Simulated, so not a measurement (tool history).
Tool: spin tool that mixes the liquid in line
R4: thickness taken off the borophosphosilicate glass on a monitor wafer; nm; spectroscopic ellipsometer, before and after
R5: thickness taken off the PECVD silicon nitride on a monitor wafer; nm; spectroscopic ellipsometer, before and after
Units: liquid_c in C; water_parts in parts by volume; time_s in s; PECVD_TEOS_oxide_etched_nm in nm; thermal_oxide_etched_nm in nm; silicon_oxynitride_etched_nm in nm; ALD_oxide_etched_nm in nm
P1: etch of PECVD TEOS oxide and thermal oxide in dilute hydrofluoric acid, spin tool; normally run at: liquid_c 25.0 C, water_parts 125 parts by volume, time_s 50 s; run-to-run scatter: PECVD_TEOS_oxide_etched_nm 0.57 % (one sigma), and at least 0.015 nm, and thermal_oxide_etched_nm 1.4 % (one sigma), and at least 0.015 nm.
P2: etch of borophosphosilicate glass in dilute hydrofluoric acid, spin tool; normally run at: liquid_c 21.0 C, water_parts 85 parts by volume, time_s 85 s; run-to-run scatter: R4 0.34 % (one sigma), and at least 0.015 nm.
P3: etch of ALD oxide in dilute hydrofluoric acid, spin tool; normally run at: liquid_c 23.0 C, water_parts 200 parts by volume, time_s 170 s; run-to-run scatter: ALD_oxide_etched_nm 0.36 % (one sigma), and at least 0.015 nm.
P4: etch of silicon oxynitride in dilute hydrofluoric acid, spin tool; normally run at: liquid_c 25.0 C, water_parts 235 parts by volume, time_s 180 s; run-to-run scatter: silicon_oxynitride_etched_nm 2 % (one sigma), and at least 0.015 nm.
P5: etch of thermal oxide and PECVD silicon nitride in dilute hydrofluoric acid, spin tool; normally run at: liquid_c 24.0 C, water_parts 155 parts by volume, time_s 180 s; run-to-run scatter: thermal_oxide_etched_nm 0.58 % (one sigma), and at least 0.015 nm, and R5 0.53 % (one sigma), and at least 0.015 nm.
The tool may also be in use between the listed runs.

Run 1, hour 3.7: process P1, liquid_c 25.0 C, water_parts 125 parts by volume, time_s 50 s. Result: PECVD_TEOS_oxide_etched_nm 8.3561 nm, thermal_oxide_etched_nm 1.88730 nm.
Run 2, hour 7.1: process P1, liquid_c 25.0 C, water_parts 210 parts by volume, time_s 50 s. Result: PECVD_TEOS_oxide_etched_nm 4.5020 nm, thermal_oxide_etched_nm 1.06190 nm.
Run 3, hour 9.9: process P4, liquid_c 25.0 C, water_parts 235 parts by volume, time_s 40 s. Result: silicon_oxynitride_etched_nm 0.27213 nm.
Run 4, hour 12.5: process P1, liquid_c 32.5 C, water_parts 125 parts by volume, time_s 50 s. Result: PECVD_TEOS_oxide_etched_nm 11.1040 nm, thermal_oxide_etched_nm 2.44710 nm.
Run 5, hour 17.2: process P2, liquid_c 21.0 C, water_parts 85 parts by volume, time_s 165 s. Result: R4 81.056 nm.
Run 6, hour 20.6: process P5, liquid_c 24.0 C, water_parts 155 parts by volume, time_s 365 s. Result: thermal_oxide_etched_nm 10.27100 nm, R5 12.5640 nm.
Run 7, hour 25.3: process P1, liquid_c 25.0 C, water_parts 125 parts by volume, time_s 15 s. Result: PECVD_TEOS_oxide_etched_nm 2.5188 nm, thermal_oxide_etched_nm 0.56879 nm.
Run 8, hour 28.3: process P4, liquid_c 25.0 C, water_parts 435 parts by volume, time_s 180 s. Result: silicon_oxynitride_etched_nm 0.57705 nm.
Run 9, hour 33.7: process P1, liquid_c 25.0 C, water_parts 125 parts by volume, time_s 50 s. Result: PECVD_TEOS_oxide_etched_nm 8.3505 nm, thermal_oxide_etched_nm 1.88510 nm.
Run 10, hour 37.8: process P1, liquid_c 25.0 C, water_parts 125 parts by volume, time_s 80 s. Result: PECVD_TEOS_oxide_etched_nm 13.2740 nm, thermal_oxide_etched_nm 3.07870 nm.
Run 11, hour 40.8: process P3, liquid_c 17.0 C, water_parts 200 parts by volume, time_s 170 s. Result: ALD_oxide_etched_nm 14.8290 nm.
Run 12, hour 45.1: process P5, liquid_c 17.0 C, water_parts 155 parts by volume, time_s 180 s. Result: thermal_oxide_etched_nm 3.84270 nm, R5 3.8743 nm.
Run 13, hour 50.5: process P1, liquid_c 25.0 C, water_parts 125 parts by volume, time_s 50 s. Result: PECVD_TEOS_oxide_etched_nm 8.4298 nm, thermal_oxide_etched_nm 1.86970 nm.
Run 14, hour 54.3: process P3, liquid_c 23.0 C, water_parts 200 parts by volume, time_s 170 s. Result: ALD_oxide_etched_nm 18.6100 nm.
Run 15, hour 58.4: process P3, liquid_c 23.0 C, water_parts 285 parts by volume, time_s 170 s. Result: ALD_oxide_etched_nm 11.9290 nm.
Run 16, hour 62.6: process P3, liquid_c 23.0 C, water_parts 200 parts by volume, time_s 20 s. Result: ALD_oxide_etched_nm 2.1717 nm.
Run 17, hour 65.1: process P2, liquid_c 21.0 C, water_parts 85 parts by volume, time_s 85 s. Result: R4 41.885 nm.
Run 18, hour 69.1: process P1, liquid_c 25.0 C, water_parts 125 parts by volume, time_s 50 s. Result: PECVD_TEOS_oxide_etched_nm 8.3774 nm, thermal_oxide_etched_nm 1.90750 nm.
At hour 69.7: thermometer replaced.
Run 19, hour 71.5: process P1, liquid_c 25.0 C, water_parts 125 parts by volume, time_s 50 s. Result: PECVD_TEOS_oxide_etched_nm 8.3955 nm, thermal_oxide_etched_nm 1.89340 nm.
Run 20, hour 75.4: process P2, liquid_c 28.0 C, water_parts 85 parts by volume, time_s 85 s. Result: R4 55.068 nm.
Run 21, hour 80.2: process P1, liquid_c 25.0 C, water_parts 125 parts by volume, time_s 50 s. Result: PECVD_TEOS_oxide_etched_nm 8.3153 nm, thermal_oxide_etched_nm 1.88410 nm.
Run 22, hour 84.9: process P1, liquid_c 17.5 C, water_parts 125 parts by volume, time_s 50 s. Result: PECVD_TEOS_oxide_etched_nm 6.1952 nm, thermal_oxide_etched_nm 1.41330 nm.
Run 23, hour 89.3: process P5, liquid_c 24.0 C, water_parts 95 parts by volume, time_s 180 s. Result: thermal_oxide_etched_nm 8.79120 nm, R5 10.0420 nm.
Run 24, hour 94.0: process P3, liquid_c 23.0 C, water_parts 200 parts by volume, time_s 170 s. Result: ALD_oxide_etched_nm 18.4800 nm.
Run 25, hour 97.7: process P1, liquid_c 25.0 C, water_parts 60 parts by volume, time_s 50 s. Result: PECVD_TEOS_oxide_etched_nm 19.1400 nm, thermal_oxide_etched_nm 4.29460 nm.
Run 26, hour 102.0: process P4, liquid_c 25.0 C, water_parts 235 parts by volume, time_s 180 s. Result: silicon_oxynitride_etched_nm 1.27700 nm.
Run 27, hour 107.4: process P2, liquid_c 21.0 C, water_parts 85 parts by volume, time_s 85 s. Result: R4 41.511 nm.
Run 28, hour 110.3: process P4, liquid_c 18.0 C, water_parts 235 parts by volume, time_s 180 s. Result: silicon_oxynitride_etched_nm 0.94354 nm.
Run 29, hour 113.6: process P1, liquid_c 21.0 C, water_parts 125 parts by volume, time_s 85 s. Result: PECVD_TEOS_oxide_etched_nm 12.2120 nm, thermal_oxide_etched_nm 2.74260 nm.
Run 30, hour 116.2: process P5, liquid_c 24.0 C, water_parts 155 parts by volume, time_s 180 s. Result: thermal_oxide_etched_nm 5.02770 nm, R5 6.1785 nm.
Run 31, hour 119.0: process P2, liquid_c 21.0 C, water_parts 150 parts by volume, time_s 85 s. Result: R4 21.910 nm.
Run 32, hour 124.0: process P1, liquid_c 25.0 C, water_parts 180 parts by volume, time_s 95 s. Result: PECVD_TEOS_oxide_etched_nm 10.3080 nm, thermal_oxide_etched_nm 2.33830 nm.
Run 33, hour 129.1: process P1, liquid_c 25.0 C, water_parts 125 parts by volume, time_s 50 s. Result: PECVD_TEOS_oxide_etched_nm 8.4363 nm, thermal_oxide_etched_nm 1.87240 nm.
Run 34, hour 133.9: process P1, liquid_c 25.0 C, water_parts 125 parts by volume, time_s 50 s. Result: PECVD_TEOS_oxide_etched_nm 8.1463 nm, thermal_oxide_etched_nm 1.84980 nm.
Run 35, hour 137.1: process P1, liquid_c 25.0 C, water_parts 125 parts by volume, time_s 50 s. Result: PECVD_TEOS_oxide_etched_nm 7.9987 nm, thermal_oxide_etched_nm 1.83770 nm.
Run 36, hour 142.1: process P1, liquid_c 25.0 C, water_parts 125 parts by volume, time_s 50 s. Result: PECVD_TEOS_oxide_etched_nm 8.0152 nm, thermal_oxide_etched_nm 1.83840 nm.
Run 37, hour 146.5: process P1, liquid_c 25.0 C, water_parts 125 parts by volume, time_s 50 s. Result: PECVD_TEOS_oxide_etched_nm 7.9236 nm, thermal_oxide_etched_nm 1.76910 nm.
Run 38, hour 151.6: process P1, liquid_c 25.0 C, water_parts 125 parts by volume, time_s 50 s. Result: PECVD_TEOS_oxide_etched_nm 7.8539 nm, thermal_oxide_etched_nm 1.79550 nm.
Run 39, hour 154.7: process P1, liquid_c 25.0 C, water_parts 125 parts by volume, time_s 50 s. Result: PECVD_TEOS_oxide_etched_nm 7.8997 nm, thermal_oxide_etched_nm 1.73960 nm.
Run 40, hour 157.2: process P1, liquid_c 25.0 C, water_parts 125 parts by volume, time_s 50 s. Result: PECVD_TEOS_oxide_etched_nm 7.8240 nm, thermal_oxide_etched_nm 1.84120 nm.
Run 41, hour 160.0: process P1, liquid_c 25.0 C, water_parts 125 parts by volume, time_s 50 s. Result: PECVD_TEOS_oxide_etched_nm 7.9192 nm, thermal_oxide_etched_nm 1.74080 nm.
Run 42, hour 162.4: process P1, liquid_c 25.0 C, water_parts 125 parts by volume, time_s 50 s. Result: PECVD_TEOS_oxide_etched_nm 7.8161 nm, thermal_oxide_etched_nm 1.77180 nm.
Run 43, hour 165.7: process P1, liquid_c 25.0 C, water_parts 125 parts by volume, time_s 50 s. Result: PECVD_TEOS_oxide_etched_nm 7.8570 nm, thermal_oxide_etched_nm 1.75970 nm.

What P1 gives has crept away from where it was. These 2 causes fit the log equally well, each at the size given:
A: liquid colder than its thermometer reads (K) = 1.7
B: hydrofluoric acid flow below the setpoint (%) = 5.55
The creep began at about hour 129.1.

4 check runs are offered, one wafer each, their results left as question marks. Which one tells the causes apart?
Run check 1, hour 169.0: process P4, liquid_c 21.0 C, water_parts 420 parts by volume, time_s 180 s. Result: silicon_oxynitride_etched_nm ?.
Run check 2, hour 169.0: process P5, liquid_c 24.0 C, water_parts 155 parts by volume, time_s 350 s. Result: thermal_oxide_etched_nm ?, R5 ?.
Run check 3, hour 169.0: process P3, liquid_c 19.5 C, water_parts 200 parts by volume, time_s 80 s. Result: ALD_oxide_etched_nm ?.
Run check 4, hour 169.0: process P2, liquid_c 26.5 C, water_parts 85 parts by volume, time_s 130 s. Result: R4 ?.

What each check would give under each cause:
  check                        result     if A     if B
check 1  silicon_oxynitride_etched_nm  0.49035  0.49063
check 2       thermal_oxide_etched_nm  9.17790  9.15890
check 2                            R5  10.7710  11.3650
check 3           ALD_oxide_etched_nm   7.1663   7.1533
check 4                            R4   74.270   74.526
How far apart the two closest causes lie, in the result that separates them most: check 1 0.06 %; check 2 5.38 %; check 3 0.18 %; check 4 0.34 %
Check 2 tells the causes apart: in the others they would give nearly the same result.

Check 2 was then run and gave: thermal_oxide_etched_nm 9.25800 nm; R5 11.3130 nm. Which cause is it?

It is B: hydrofluoric acid flow below the setpoint (%).

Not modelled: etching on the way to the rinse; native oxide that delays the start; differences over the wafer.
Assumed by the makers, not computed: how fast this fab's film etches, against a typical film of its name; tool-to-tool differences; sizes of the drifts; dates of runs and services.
